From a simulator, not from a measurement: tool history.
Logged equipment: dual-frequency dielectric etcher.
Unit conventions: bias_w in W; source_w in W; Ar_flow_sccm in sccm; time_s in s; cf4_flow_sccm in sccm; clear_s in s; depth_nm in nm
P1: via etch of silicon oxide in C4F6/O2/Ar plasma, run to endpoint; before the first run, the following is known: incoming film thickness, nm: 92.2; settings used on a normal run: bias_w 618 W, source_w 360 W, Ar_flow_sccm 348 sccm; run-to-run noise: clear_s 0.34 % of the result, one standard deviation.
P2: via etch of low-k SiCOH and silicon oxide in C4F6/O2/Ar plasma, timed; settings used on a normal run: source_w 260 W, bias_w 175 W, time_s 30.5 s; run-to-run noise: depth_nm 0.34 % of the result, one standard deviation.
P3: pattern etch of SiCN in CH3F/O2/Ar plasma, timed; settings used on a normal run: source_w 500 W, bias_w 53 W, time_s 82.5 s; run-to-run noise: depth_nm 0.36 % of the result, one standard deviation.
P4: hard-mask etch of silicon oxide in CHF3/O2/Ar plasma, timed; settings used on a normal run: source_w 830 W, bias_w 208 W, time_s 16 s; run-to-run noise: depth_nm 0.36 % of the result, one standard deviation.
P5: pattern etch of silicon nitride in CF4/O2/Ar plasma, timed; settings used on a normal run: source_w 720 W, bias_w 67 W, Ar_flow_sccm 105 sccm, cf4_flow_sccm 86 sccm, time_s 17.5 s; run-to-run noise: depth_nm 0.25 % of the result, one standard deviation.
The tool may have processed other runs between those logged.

run,hour,process,bias_w,source_w,Ar_flow_sccm,time_s,cf4_flow_sccm,hours since the last wet clean,hours since the last bias power generator calibration,hours since the last source power generator calibration,hours since the last Ar flow controller change,clear_s,depth_nm
1,5.8,P1,618,360,348,,,392.6,2383.5,2708.2,1273.7,20.165,
2,13.3,P2,175,350,,30.5,,400.1,2391,2715.7,1281.2,,65.322
3,18.9,P1,618,240,348,,,405.7,2396.6,2721.3,1286.8,23.342,
4,26.2,P4,208,830,,16,,413,2403.9,2728.6,1294.1,,37.899
5,33,P2,175,260,,42,,419.8,2410.7,2735.4,1300.9,,80.134
6,38.5,P5,67,720,105,17.5,123,425.3,2416.2,2740.9,1306.4,,51.273
7,46,P1,618,360,348,,,432.8,2423.7,2748.4,1313.9,20.072,
8,53.3,P1,466,360,348,,,440.1,2431,2755.7,1321.2,22.233,
9,57.6,P2,175,260,,30.5,,444.4,2435.3,2760,1325.5,,58.289
10,63.6,P1,618,360,274,,,450.4,2441.3,2766,1331.5,19.567,
11,69.3,P1,618,490,348,,,456.1,2447,2771.7,1337.2,17.922,
12,75,P3,33,500,,82.5,,461.8,2452.7,2777.4,1342.9,,25.7
13,80.9,P5,67,720,105,17.5,86,467.7,2458.6,2783.3,1348.8,,49.409
14,86.1,P5,48,720,105,17.5,86,472.9,2463.8,2788.5,1354,,43.233
15,93.1,P5,67,720,105,17.5,86,479.9,2470.8,2795.5,1361,,49.101
16,100.7,P4,208,1150,,16,,487.5,2478.4,2803.1,1368.6,,42.833
17,108,P5,67,450,105,17.5,86,494.8,2485.7,2810.4,1375.9,,32.791
# hour 110.6: wet clean of the chamber
18,114.5,P1,408,360,219,,,3.9,2492.2,2816.9,1382.4,22.421,
19,121.4,P1,618,230,404,,,10.8,2499.1,2823.8,1389.3,24.141,
20,128.9,P2,126,260,,30.5,,18.3,2506.6,2831.3,1396.8,,52.763
# hour 133: bias power generator calibrated
21,135,P5,67,720,105,12,86,24.4,2.1,2837.4,1402.9,,33.677
22,141,P4,208,830,,9,,30.4,8.1,2843.4,1408.9,,21.421
23,146.7,P1,750,360,348,,,36.1,13.8,2849.1,1414.6,18.699,
24,152.2,P4,282,830,,16,,41.6,19.3,2854.6,1420.1,,41.964
# hour 155: source power generator calibrated
25,155.7,P5,67,720,147,17.5,86,45.1,22.8,0.7,1423.6,,47.304
26,162.5,P3,53,500,,82.5,,51.9,29.6,7.5,1430.4,,29.479
27,168.9,P1,618,360,348,,,58.3,36,13.9,1436.8,20.146,
28,173.9,P1,618,360,348,,,63.3,41,18.9,1441.8,20.211,
29,179.2,P3,53,300,,82.5,,68.6,46.3,24.2,1447.1,,24.347
30,186.3,P1,618,360,465,,,75.7,53.4,31.3,1454.2,20.679,
31,193.1,P3,53,500,,82.5,,82.5,60.2,38.1,1461,,29.551
32,196.6,P3,53,500,,123.5,,86,63.7,41.6,1464.5,,44.08
33,202.8,P1,618,360,348,,,92.2,69.9,47.8,1470.7,20.107,
34,208.6,P1,618,360,348,,,98,75.7,53.6,1476.5,20.226,
35,211.9,P1,618,360,348,,,101.3,79,56.9,1479.8,20.415,
36,218.9,P1,618,360,348,,,108.3,86,63.9,1486.8,20.504,
# hour 221.6: Ar flow controller replaced
37,223.5,P1,618,360,348,,,112.9,90.6,68.5,1.9,20.39,
38,230.9,P1,618,360,348,,,120.3,98,75.9,9.3,20.452,
39,234.6,P1,618,360,348,,,124,101.7,79.6,13,20.389,
# hour 238.5: wet clean of the chamber
40,239.1,P1,618,360,348,,,0.6,106.2,84.1,17.5,20.544,
41,244.9,P1,618,360,348,,,6.4,112,89.9,23.3,20.453,
42,248.3,P1,618,360,348,,,9.8,115.4,93.3,26.7,20.533,
43,252,P1,618,360,348,,,13.5,119.1,97,30.4,20.443,

The output of P1 has drifted from where it used to be. Each of the 2 causes below, taken at the size shown beside it, accounts for the log equally well:
A: bias power that arrives under what is set, % = 4.29
B: source power that arrives under what is set, % = 4.53
The drift started at roughly hour 202.8.
Every other cause this tool's parts could produce, and why it does not fit the log:
chamber walls in a state that lowers the etch rate, %: maintenance at hour 238.5, after the shift began, did not return the process to its former output
Ar flow that arrives over what is set, %: maintenance at hour 221.6, after the shift began, did not return the process to its former output

4 check runs are offered, one wafer each, their results left as question marks. Which one tells the causes apart?
check 1,255.7,P3,53,360,,104.5,,,,,,,?
check 2,255.7,P4,208,1090,,16,,,,,,,?
check 3,255.7,P2,145,350,,30.5,,,,,,,?
check 4,255.7,P5,67,720,140,17.5,98,,,,,,?

How each check would come out, cause by cause:
check,result,if A,if B
check 1,depth_nm,32.601,32.494
check 2,depth_nm,41.506,41.369
check 3,depth_nm,60.799,60.498
check 4,depth_nm,47.409,46.364
Separation of the two closest causes in each check, using whichever result separates them best: check 1 0.33 %; check 2 0.33 %; check 3 0.5 %; check 4 2.23 %
The causes can be told apart only by check 4. The other checks would give nearly the same results under each of them.

With check 4 done, the readings were: depth_nm 46.403 nm. Identify which of the listed causes applies.

The correct cause is B, namely: source power that arrives under what is set, %.
